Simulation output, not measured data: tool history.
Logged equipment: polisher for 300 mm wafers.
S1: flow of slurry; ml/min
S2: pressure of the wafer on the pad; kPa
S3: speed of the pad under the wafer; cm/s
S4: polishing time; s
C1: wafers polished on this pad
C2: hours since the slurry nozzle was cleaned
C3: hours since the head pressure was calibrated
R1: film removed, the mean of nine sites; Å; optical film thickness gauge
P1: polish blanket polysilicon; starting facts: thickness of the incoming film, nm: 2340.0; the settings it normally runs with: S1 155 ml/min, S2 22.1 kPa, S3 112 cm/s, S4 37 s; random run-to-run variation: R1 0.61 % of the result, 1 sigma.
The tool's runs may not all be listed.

run 1 day=0.242 | S1=155 S2=22.1 S3=112 S4=37 | C1=783 C2=87.1 C3=451.3 | R1=3201.6
run 2 day=0.525 | S1=210 S2=22.1 S3=174 S4=37 | C1=889 C2=93.9 C3=458.1 | R1=5172.6
run 3 day=0.892 | S1=155 S2=22.1 S3=112 S4=37 | C1=1026 C2=102.7 C3=466.9 | R1=3216.8
run 4 day=1.088 | S1=155 S2=22.1 S3=178 S4=37 | C1=1099 C2=107.4 C3=471.6 | R1=5088.0
run 5 day=1.450 | S1=235 S2=22.1 S3=112 S4=37 | C1=1234 C2=116.1 C3=480.3 | R1=3376.9
run 6 day=1.742 | S1=155 S2=22.1 S3=112 S4=18 | C1=1343 C2=123.1 C3=487.3 | R1=1552.0
run 7 day=2.033 | S1=155 S2=22.1 S3=112 S4=37 | C1=1452 C2=130.1 C3=494.3 | R1=3191.9
run 8 day=2.433 | S1=155 S2=22.1 S3=50 S4=37 | C1=1602 C2=139.7 C3=503.9 | R1=1422.2
run 9 day=2.725 | S1=155 S2=22.1 S3=112 S4=37 | C1=1711 C2=146.7 C3=510.9 | R1=3173.6
run 10 day=3.088 | S1=105 S2=22.1 S3=112 S4=37 | C1=1846 C2=155.4 C3=519.6 | R1=2959.6
run 11 day=3.404 | S1=155 S2=22.1 S3=112 S4=57 | C1=1965 C2=163.0 C3=527.2 | R1=4923.1
run 12 day=3.638 | S1=155 S2=9.7 S3=112 S4=37 | C1=2052 C2=168.6 C3=532.8 | R1=1396.0
run 13 day=4.088 | S1=155 S2=33.8 S3=112 S4=37 | C1=2220 C2=179.4 C3=543.6 | R1=4886.3
run 14 day=4.546 | S1=155 S2=22.1 S3=112 S4=37 | C1=2392 C2=190.4 C3=554.6 | R1=3197.7
run 15 day=4.988 | S1=155 S2=22.1 S3=112 S4=37 | C1=2557 C2=201.0 C3=565.2 | R1=3202.0
run 16 day=5.354 | S1=155 S2=22.1 S3=112 S4=37 | C1=2694 C2=209.8 C3=574.0 | R1=3246.1
run 17 day=5.800 | S1=155 S2=22.1 S3=112 S4=37 | C1=2860 C2=220.5 C3=584.7 | R1=3079.0
run 18 day=6.008 | S1=155 S2=22.1 S3=112 S4=37 | C1=2938 C2=225.5 C3=589.7 | R1=3060.6
run 19 day=6.204 | S1=155 S2=22.1 S3=112 S4=37 | C1=3011 C2=230.2 C3=594.4 | R1=3033.3
-- day=6.496 worn pad replaced by a new one
run 20 day=6.533 | S1=155 S2=22.1 S3=112 S4=37 | C1=14 C2=238.1 C3=602.3 | R1=2995.7
run 21 day=6.850 | S1=155 S2=22.1 S3=112 S4=37 | C1=132 C2=245.7 C3=609.9 | R1=2996.9
run 22 day=7.112 | S1=155 S2=22.1 S3=112 S4=37 | C1=230 C2=252.0 C3=616.2 | R1=2977.2

Estimate the outcome of run 23 from the log above:
run 23 day=7.471 | S1=155 S2=22.1 S3=112 S4=37 | C1=364 C2=260.6 C3=624.8 | R1=?

R1: 2979.9 Å
